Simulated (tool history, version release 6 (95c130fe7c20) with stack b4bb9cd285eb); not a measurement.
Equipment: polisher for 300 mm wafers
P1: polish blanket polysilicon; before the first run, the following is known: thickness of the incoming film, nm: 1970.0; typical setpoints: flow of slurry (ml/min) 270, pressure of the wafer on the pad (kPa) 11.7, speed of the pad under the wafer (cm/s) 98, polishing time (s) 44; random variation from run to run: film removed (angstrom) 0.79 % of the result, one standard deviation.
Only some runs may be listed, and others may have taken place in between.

| run | hour | flow of slurry (ml/min) | pressure of the wafer on the pad (kPa) | speed of the pad under the wafer (cm/s) | polishing time (s) | film removed (angstrom) |
|---|---|---|---|---|---|---|
| 1 | 8.9 | 270 | 11.7 | 98 | 44 | 2342.8 |
| 2 | 23.5 | 270 | 11.7 | 98 | 68 | 3638.9 |
| 3 | 32.1 | 270 | 11.7 | 98 | 31 | 1659.4 |
| 4 | 42.8 | 270 | 15.9 | 98 | 44 | 3183.7 |
| 5 | 58.1 | 270 | 11.7 | 98 | 44 | 2334.2 |
| 6 | 72.7 | 360 | 11.7 | 142 | 44 | 3447.3 |
| 7 | 83.1 | 270 | 11.7 | 98 | 44 | 2343.4 |
| 8 | 98.1 | 270 | 8.3 | 98 | 44 | 1650.1 |
| 9 | 112.7 | 160 | 11.7 | 98 | 44 | 2199.9 |
| 10 | 126.4 | 270 | 11.7 | 68 | 44 | 1650.9 |
| 11 | 134.8 | 270 | 11.7 | 98 | 44 | 2373.5 |
| 12 | 143.2 | 385 | 11.7 | 98 | 44 | 2434.3 |
|  | 152.8 | worn pad replaced by a new one |
| 13 | 160.3 | 270 | 11.7 | 98 | 44 | 2360.1 |
| 14 | 169.7 | 270 | 11.7 | 126 | 44 | 3023.8 |

Predict the results of run 15:
| 15 | 184.5 | 270 | 11.7 | 98 | 44 | ? |

For run 15 the tool returned film removed (angstrom) 2360.4.

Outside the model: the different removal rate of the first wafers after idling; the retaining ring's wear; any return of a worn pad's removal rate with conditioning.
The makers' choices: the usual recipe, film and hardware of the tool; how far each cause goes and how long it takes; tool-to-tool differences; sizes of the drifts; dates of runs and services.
